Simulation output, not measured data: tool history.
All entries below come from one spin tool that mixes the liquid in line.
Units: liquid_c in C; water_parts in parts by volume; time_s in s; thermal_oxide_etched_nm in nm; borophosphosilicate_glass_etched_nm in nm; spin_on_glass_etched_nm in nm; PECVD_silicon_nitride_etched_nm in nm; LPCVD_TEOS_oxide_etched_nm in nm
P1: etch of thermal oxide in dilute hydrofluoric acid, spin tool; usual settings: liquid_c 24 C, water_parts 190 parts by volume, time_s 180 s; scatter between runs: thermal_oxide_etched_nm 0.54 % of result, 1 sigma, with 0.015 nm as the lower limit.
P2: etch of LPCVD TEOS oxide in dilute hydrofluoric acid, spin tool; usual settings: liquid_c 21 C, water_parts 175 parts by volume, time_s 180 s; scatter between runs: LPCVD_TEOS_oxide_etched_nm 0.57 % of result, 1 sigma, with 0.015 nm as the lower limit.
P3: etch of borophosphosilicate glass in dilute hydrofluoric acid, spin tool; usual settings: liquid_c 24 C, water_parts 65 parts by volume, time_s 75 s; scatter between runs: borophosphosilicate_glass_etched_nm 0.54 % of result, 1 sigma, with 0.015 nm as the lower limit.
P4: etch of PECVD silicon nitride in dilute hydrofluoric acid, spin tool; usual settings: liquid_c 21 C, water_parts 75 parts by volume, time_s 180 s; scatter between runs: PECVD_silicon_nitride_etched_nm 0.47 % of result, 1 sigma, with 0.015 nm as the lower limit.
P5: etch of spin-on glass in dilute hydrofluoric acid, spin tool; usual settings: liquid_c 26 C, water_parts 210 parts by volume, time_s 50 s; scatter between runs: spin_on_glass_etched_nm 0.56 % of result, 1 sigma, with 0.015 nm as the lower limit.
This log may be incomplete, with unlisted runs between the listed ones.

run,day,process,liquid_c,water_parts,time_s,thermal_oxide_etched_nm,borophosphosilicate_glass_etched_nm,spin_on_glass_etched_nm,PECVD_silicon_nitride_etched_nm,LPCVD_TEOS_oxide_etched_nm
1,0.467,P1,24,190,180,3.8881,,,,
2,0.792,P3,24,115,75,,23.234,,,
3,1.192,P1,24,190,20,0.42109,,,,
4,1.854,P5,26,70,50,,,25.983,,
5,2.154,P1,30.5,190,180,4.8849,,,,
6,2.667,P4,24.5,75,180,,,,7.4432,
7,3.054,P2,21,175,180,,,,,14.606
8,3.538,P3,24,65,75,,43.601,,,
# day 3.821: thermometer replaced
9,3.892,P5,26,210,50,,,7.2819,,
10,4.288,P1,20.5,190,180,3.4125,,,,
11,4.7,P2,21,175,180,,,,,14.607
12,5.242,P2,21,175,275,,,,,22.516
13,5.892,P4,21,75,180,,,,5.8757,
14,6.204,P1,24,190,180,3.9029,,,,
15,6.829,P2,17,175,180,,,,,12.602
16,7.188,P3,27.5,65,75,,49.722,,,
17,7.521,P1,24,190,180,3.9155,,,,
# day 7.762: hydrofluoric acid flow meter replaced
18,8.108,P1,24,345,180,1.8366,,,,
19,8.396,P5,26,210,50,,,7.3473,,
20,8.767,P1,24,35,180,25.326,,,,
21,9.096,P5,20,210,50,,,5.8945,,
22,9.612,P4,21,75,350,,,,11.387,
23,10.162,P5,26,210,15,,,2.1653,,
24,10.696,P4,21,20,180,,,,21.19,
25,11.258,P1,20,60,180,12.304,,,,
26,11.9,P2,21,315,180,,,,,7.1878
27,12.221,P3,24,65,125,,73.152,,,
28,12.546,P1,24,190,180,3.8516,,,,
29,12.904,P1,24,190,335,7.2929,,,,
30,13.479,P1,29,340,180,2.2124,,,,
31,13.933,P1,24,190,180,3.8773,,,,
32,14.467,P1,24,190,180,3.7236,,,,
33,14.946,P1,24,190,180,3.6772,,,,
34,15.604,P1,24,190,180,3.5743,,,,
35,15.908,P1,24,190,180,3.6006,,,,
36,16.429,P1,24,190,180,3.5908,,,,
37,16.846,P1,24,190,180,3.5121,,,,
38,17.35,P1,24,190,180,3.5571,,,,
39,17.671,P1,24,190,180,3.5506,,,,

The log shows P1 creeping away from where it was. Any of the 2 causes listed here, at the size stated for it, fits the log just as well as the others:
A: liquid colder than its thermometer reads (K) = 2.32
B: hydrofluoric acid flow below the setpoint (%) = 6.94
The gradual shift began around day 13.933.

Of the 4 check runs listed below, each run on one wafer and each result written as a question mark, which would let you distinguish the listed causes because they would give clearly different results?
check 1,17.992,P3,24,110,75,,?,,,
check 2,17.992,P4,21,20,340,,,,?,
check 3,17.992,P2,21,310,180,,,,,?
check 4,17.992,P5,20.5,210,15,,,?,,

What every check run would give for each of its results, assuming each possible cause in turn:
check,result,if A,if B
check 1,borophosphosilicate_glass_etched_nm,22.215,22.449
check 2,PECVD_silicon_nitride_etched_nm,33.807,37.189
check 3,LPCVD_TEOS_oxide_etched_nm,6.6973,6.6424
check 4,spin_on_glass_etched_nm,1.6307,1.6348
Distance between the nearest two causes, measured in the result of the check that separates them most: check 1 1.05 %; check 2 9.54 %; check 3 0.82 %; check 4 0.25 %
Check 2 is the one run that separates the causes; every other check would come out nearly the same whichever cause is at work.

The results of check 2 are: PECVD_silicon_nitride_etched_nm 33.676 nm. Based on these, which of the listed causes is it?

Of the candidate causes, it is A: liquid colder than its thermometer reads (K).
